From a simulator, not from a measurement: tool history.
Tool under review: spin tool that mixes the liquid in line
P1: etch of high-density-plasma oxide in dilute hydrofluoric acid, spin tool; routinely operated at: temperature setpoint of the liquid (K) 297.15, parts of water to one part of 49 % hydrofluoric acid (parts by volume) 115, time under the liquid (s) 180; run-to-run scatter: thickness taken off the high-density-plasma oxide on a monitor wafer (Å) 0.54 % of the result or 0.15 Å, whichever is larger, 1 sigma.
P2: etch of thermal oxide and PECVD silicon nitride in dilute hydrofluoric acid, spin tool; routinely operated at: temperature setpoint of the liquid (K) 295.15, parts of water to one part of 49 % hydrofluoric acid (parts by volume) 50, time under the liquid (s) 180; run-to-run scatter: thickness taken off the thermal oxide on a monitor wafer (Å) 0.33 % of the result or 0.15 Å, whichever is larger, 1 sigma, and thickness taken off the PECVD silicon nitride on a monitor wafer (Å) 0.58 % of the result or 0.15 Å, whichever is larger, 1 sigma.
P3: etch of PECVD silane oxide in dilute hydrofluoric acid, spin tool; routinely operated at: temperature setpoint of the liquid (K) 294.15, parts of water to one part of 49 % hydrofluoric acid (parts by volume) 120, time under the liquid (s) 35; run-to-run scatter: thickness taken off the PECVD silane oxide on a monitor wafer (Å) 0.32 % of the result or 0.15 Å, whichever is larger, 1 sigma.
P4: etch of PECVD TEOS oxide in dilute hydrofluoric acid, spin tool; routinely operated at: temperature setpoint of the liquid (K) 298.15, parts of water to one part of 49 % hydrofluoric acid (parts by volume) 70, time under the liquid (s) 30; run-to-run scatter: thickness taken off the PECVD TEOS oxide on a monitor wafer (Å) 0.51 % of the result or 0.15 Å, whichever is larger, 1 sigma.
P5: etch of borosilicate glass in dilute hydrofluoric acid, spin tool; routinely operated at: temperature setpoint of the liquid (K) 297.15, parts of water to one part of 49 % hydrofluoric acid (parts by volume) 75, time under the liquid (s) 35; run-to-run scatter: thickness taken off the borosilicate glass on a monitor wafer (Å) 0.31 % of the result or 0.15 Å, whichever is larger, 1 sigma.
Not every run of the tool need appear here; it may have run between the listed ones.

| run | hour | process that ran | temperature setpoint of the liquid (K) | parts of water to one part of 49 % hydrofluoric acid (parts by volume) | time under the liquid (s) | hours since the thermometer was replaced | hours since the hydrofluoric acid flow meter was replaced | thickness taken off the high-density-plasma oxide on a monitor wafer (Å) | thickness taken off the thermal oxide on a monitor wafer (Å) | thickness taken off the PECVD silicon nitride on a monitor wafer (Å) | thickness taken off the PECVD silane oxide on a monitor wafer (Å) | thickness taken off the borosilicate glass on a monitor wafer (Å) | thickness taken off the PECVD TEOS oxide on a monitor wafer (Å) |
|---|---|---|---|---|---|---|---|---|---|---|---|---|---|
| 1 | 5.2 | P1 | 297.15 | 115 | 180 | 960.1 | 464.5 | 84.553 |  |  |  |  |  |
| 2 | 12.2 | P1 | 290.15 | 115 | 180 | 967.1 | 471.5 | 64.456 |  |  |  |  |  |
| 3 | 22.5 | P1 | 297.15 | 115 | 180 | 977.4 | 481.8 | 85.468 |  |  |  |  |  |
| 4 | 30.8 | P2 | 295.15 | 50 | 40 | 985.7 | 490.1 |  | 36.046 | 38.537 |  |  |  |
| 5 | 41.0 | P1 | 297.15 | 180 | 180 | 995.9 | 500.3 | 49.894 |  |  |  |  |  |
| 6 | 50.9 | P3 | 302.65 | 120 | 35 | 1005.8 | 510.2 |  |  |  | 172.240 |  |  |
| 7 | 58.1 | P1 | 297.15 | 115 | 180 | 1013.0 | 517.4 | 85.262 |  |  |  |  |  |
| 8 | 68.1 | P2 | 295.15 | 75 | 180 | 1023.0 | 527.4 |  | 105.040 | 117.070 |  |  |  |
| 9 | 78.7 | P5 | 297.15 | 30 | 35 | 1033.6 | 538.0 |  |  |  |  | 332.430 |  |
| 10 | 85.8 | P1 | 297.15 | 65 | 290 | 1040.7 | 545.1 | 260.070 |  |  |  |  |  |
| 11 | 93.7 | P1 | 297.15 | 115 | 180 | 1048.6 | 553.0 | 84.850 |  |  |  |  |  |
| 12 | 102.7 | P3 | 294.15 | 120 | 15 | 1057.6 | 562.0 |  |  |  | 53.556 |  |  |
| 13 | 113.5 | P2 | 295.15 | 50 | 180 | 1068.4 | 572.8 |  | 163.690 | 174.530 |  |  |  |
| 14 | 119.7 | P2 | 290.15 | 50 | 180 | 1074.6 | 579.0 |  | 130.770 | 122.730 |  |  |  |
| 15 | 125.0 | P1 | 302.15 | 115 | 275 | 1079.9 | 584.3 | 159.560 |  |  |  |  |  |
| 16 | 135.0 | P4 | 298.15 | 70 | 15 | 1089.9 | 594.3 |  |  |  |  |  | 43.278 |
| 17 | 144.4 | P1 | 297.15 | 115 | 50 | 1099.3 | 603.7 | 23.520 |  |  |  |  |  |
|  | 148.6 | thermometer replaced |
| 18 | 153.6 | P3 | 294.15 | 120 | 35 | 5.1 | 612.9 |  |  |  | 124.400 |  |  |
| 19 | 160.0 | P1 | 297.15 | 115 | 180 | 11.5 | 619.3 | 85.566 |  |  |  |  |  |
| 20 | 167.2 | P1 | 297.15 | 70 | 180 | 18.7 | 626.5 | 148.060 |  |  |  |  |  |
| 21 | 178.4 | P4 | 305.15 | 70 | 30 | 29.9 | 637.7 |  |  |  |  |  | 115.080 |
| 22 | 186.2 | P5 | 297.15 | 75 | 35 | 37.7 | 645.5 |  |  |  |  | 124.920 |  |
| 23 | 192.4 | P1 | 297.15 | 115 | 295 | 43.9 | 651.7 | 139.250 |  |  |  |  |  |
| 24 | 202.8 | P4 | 298.15 | 105 | 30 | 54.3 | 662.1 |  |  |  |  |  | 55.375 |
| 25 | 211.2 | P1 | 301.65 | 20 | 180 | 62.7 | 670.5 | 671.000 |  |  |  |  |  |
| 26 | 221.1 | P1 | 303.65 | 115 | 180 | 72.6 | 680.4 | 109.700 |  |  |  |  |  |
| 27 | 226.5 | P3 | 294.15 | 205 | 35 | 78.0 | 685.8 |  |  |  | 66.921 |  |  |
| 28 | 237.1 | P5 | 297.15 | 75 | 15 | 88.6 | 696.4 |  |  |  |  | 53.722 |  |
| 29 | 242.9 | P5 | 292.15 | 75 | 35 | 94.4 | 702.2 |  |  |  |  | 101.690 |  |
| 30 | 251.0 | P4 | 298.15 | 70 | 30 | 102.5 | 710.3 |  |  |  |  |  | 86.998 |
| 31 | 262.1 | P1 | 297.15 | 115 | 180 | 113.6 | 721.4 | 84.979 |  |  |  |  |  |
| 32 | 269.6 | P1 | 297.15 | 115 | 180 | 121.1 | 728.9 | 83.164 |  |  |  |  |  |
| 33 | 278.4 | P1 | 297.15 | 115 | 180 | 129.9 | 737.7 | 81.450 |  |  |  |  |  |
| 34 | 286.5 | P1 | 297.15 | 115 | 180 | 138.0 | 745.8 | 80.586 |  |  |  |  |  |
| 35 | 297.2 | P1 | 297.15 | 115 | 180 | 148.7 | 756.5 | 79.246 |  |  |  |  |  |
| 36 | 302.5 | P1 | 297.15 | 115 | 180 | 154.0 | 761.8 | 79.298 |  |  |  |  |  |
| 37 | 313.1 | P1 | 297.15 | 115 | 180 | 164.6 | 772.4 | 80.088 |  |  |  |  |  |
| 38 | 319.5 | P1 | 297.15 | 115 | 180 | 171.0 | 778.8 | 79.540 |  |  |  |  |  |

P1 has crept away from where it was. The log is fitted equally well by each of these 2 causes, at the sizes shown:
A: liquid colder than its thermometer reads (K) = 1.84
B: hydrofluoric acid flow below the setpoint (%) = 6.15
The process output started creeping at around hour 262.1.

Consider the 4 single-wafer check runs listed below, results given as question marks: which one distinguishes between the causes by giving clearly different results for each?
| check 1 | 325.9 | P5 | 297.15 | 75 | 35 |  |  |  |  |  |  | ? |  |
| check 2 | 325.9 | P3 | 294.15 | 120 | 35 |  |  |  |  |  | ? |  |  |
| check 3 | 325.9 | P4 | 298.15 | 70 | 30 |  |  |  |  |  |  |  | ? |
| check 4 | 325.9 | P2 | 295.15 | 50 | 180 |  |  |  | ? | ? |  |  |  |

Check results expected under each cause:
| check | result | if A | if B |
|---|---|---|---|
| check 1 | thickness taken off the borosilicate glass on a monitor wafer (Å) | 116.280 | 116.880 |
| check 2 | thickness taken off the PECVD silane oxide on a monitor wafer (Å) | 115.770 | 116.050 |
| check 3 | thickness taken off the PECVD TEOS oxide on a monitor wafer (Å) | 80.733 | 81.134 |
| check 4 | thickness taken off the thermal oxide on a monitor wafer (Å) | 150.550 | 152.040 |
| check 4 | thickness taken off the PECVD silicon nitride on a monitor wafer (Å) | 152.980 | 163.230 |
Per check, the gap between the least separated pair of causes, taken in the result that splits them most: check 1 0.52 %; check 2 0.24 %; check 3 0.5 %; check 4 6.48 %
Check 4 is the one run that separates the causes; every other check would come out nearly the same whichever cause is at work.

The results of check 4 are: thickness taken off the thermal oxide on a monitor wafer (Å) 151.030; thickness taken off the PECVD silicon nitride on a monitor wafer (Å) 152.370. Based on these, which of the listed causes is it?

Of the candidate causes, it is A: liquid colder than its thermometer reads (K).
